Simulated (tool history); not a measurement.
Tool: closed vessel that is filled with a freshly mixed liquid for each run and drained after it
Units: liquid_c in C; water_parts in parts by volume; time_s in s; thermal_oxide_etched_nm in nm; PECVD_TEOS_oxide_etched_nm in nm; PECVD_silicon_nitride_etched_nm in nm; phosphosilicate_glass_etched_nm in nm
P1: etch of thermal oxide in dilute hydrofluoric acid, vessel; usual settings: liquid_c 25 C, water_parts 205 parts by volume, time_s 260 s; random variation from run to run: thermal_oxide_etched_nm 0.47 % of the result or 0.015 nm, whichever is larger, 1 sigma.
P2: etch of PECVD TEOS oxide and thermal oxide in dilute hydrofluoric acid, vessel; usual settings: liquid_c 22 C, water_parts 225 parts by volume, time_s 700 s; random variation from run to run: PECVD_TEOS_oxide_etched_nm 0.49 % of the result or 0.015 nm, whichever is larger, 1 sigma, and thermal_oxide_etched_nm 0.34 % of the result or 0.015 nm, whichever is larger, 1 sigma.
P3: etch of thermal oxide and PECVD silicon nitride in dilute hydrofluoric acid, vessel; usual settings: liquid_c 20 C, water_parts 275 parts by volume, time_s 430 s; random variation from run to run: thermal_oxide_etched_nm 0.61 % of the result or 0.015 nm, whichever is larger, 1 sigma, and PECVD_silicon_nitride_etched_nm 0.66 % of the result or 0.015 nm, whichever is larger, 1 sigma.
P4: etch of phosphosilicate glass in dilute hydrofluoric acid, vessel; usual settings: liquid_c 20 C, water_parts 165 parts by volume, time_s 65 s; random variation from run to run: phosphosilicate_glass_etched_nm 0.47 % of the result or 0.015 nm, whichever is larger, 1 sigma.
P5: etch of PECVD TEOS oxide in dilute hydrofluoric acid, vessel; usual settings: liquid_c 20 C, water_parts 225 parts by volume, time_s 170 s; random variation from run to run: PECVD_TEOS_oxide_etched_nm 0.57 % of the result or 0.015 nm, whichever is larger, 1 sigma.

| run | hour | process | liquid_c | water_parts | time_s | thermal_oxide_etched_nm | PECVD_TEOS_oxide_etched_nm | PECVD_silicon_nitride_etched_nm | phosphosilicate_glass_etched_nm |
|---|---|---|---|---|---|---|---|---|---|
| 1 | 9.9 | P1 | 25 | 205 | 260 | 5.4967 |  |  |  |
| 2 | 18.4 | P1 | 25 | 205 | 260 | 5.5597 |  |  |  |
| 3 | 32.8 | P5 | 20 | 225 | 170 |  | 5.1163 |  |  |
| 4 | 48.1 | P3 | 26 | 275 | 430 | 6.5533 |  | 5.9408 |  |
| 5 | 65.1 | P1 | 30.5 | 205 | 260 | 6.7207 |  |  |  |
| 6 | 81.1 | P5 | 20 | 225 | 90 |  | 2.7009 |  |  |
| 7 | 96.6 | P4 | 20 | 165 | 65 |  |  |  | 40.689 |
| 8 | 113.1 | P2 | 17 | 225 | 700 | 9.7901 | 18.326 |  |  |
| 9 | 124.7 | P1 | 25 | 205 | 260 | 5.5522 |  |  |  |
| 10 | 140.8 | P1 | 25 | 205 | 260 | 5.5364 |  |  |  |
| 11 | 157.7 | P1 | 25 | 100 | 490 | 23.991 |  |  |  |
| 12 | 167.6 | P2 | 22 | 365 | 700 | 6.4016 | 11.868 |  |  |
| 13 | 178.3 | P1 | 25 | 75 | 260 | 17.712 |  |  |  |
| 14 | 192.9 | P3 | 20 | 140 | 430 | 11.906 |  | 7.9097 |  |
| 15 | 207.9 | P5 | 20 | 310 | 170 |  | 3.4375 |  |  |
| 16 | 221.3 | P5 | 20 | 225 | 170 |  | 5.134 |  |  |
| 17 | 240.4 | P1 | 20.5 | 205 | 260 | 4.6421 |  |  |  |
| 18 | 260 | P3 | 20 | 275 | 430 | 5.2872 |  | 4.1134 |  |
| 19 | 275.5 | P1 | 25 | 205 | 260 | 5.536 |  |  |  |
| 20 | 293.1 | P1 | 20 | 95 | 260 | 11.085 |  |  |  |
| 21 | 305.8 | P1 | 29.5 | 205 | 30 | 0.74189 |  |  |  |
| 22 | 325.3 | P2 | 22 | 225 | 150 | 2.554 | 4.7454 |  |  |
| 23 | 343.7 | P1 | 25 | 205 | 90 | 1.9004 |  |  |  |
| 24 | 362 | P1 | 25 | 205 | 455 | 9.598 |  |  |  |
|  | 376.5 | thermometer replaced |
| 25 | 380.3 | P2 | 22 | 225 | 700 | 11.779 | 22.164 |  |  |
| 26 | 390.8 | P1 | 25 | 335 | 260 | 2.9783 |  |  |  |
| 27 | 402.8 | P4 | 27.5 | 165 | 65 |  |  |  | 54.312 |
| 28 | 415.4 | P3 | 20 | 275 | 35 | 0.40718 |  | 0.36487 |  |
| 29 | 433.5 | P4 | 20 | 165 | 115 |  |  |  | 71.994 |
| 30 | 446.6 | P4 | 20 | 165 | 65 |  |  |  | 40.887 |
| 31 | 462.8 | P1 | 25 | 205 | 260 | 5.5845 |  |  |  |
| 32 | 475.2 | P5 | 27 | 225 | 170 |  | 6.7315 |  |  |
| 33 | 489.5 | P4 | 20 | 285 | 65 |  |  |  | 20.919 |

Forecast run 34:
| 34 | 507.9 | P1 | 25 | 205 | 260 | ? |  |  |  |

{"run 34": {"thermal_oxide_etched_nm": 5.5244}}
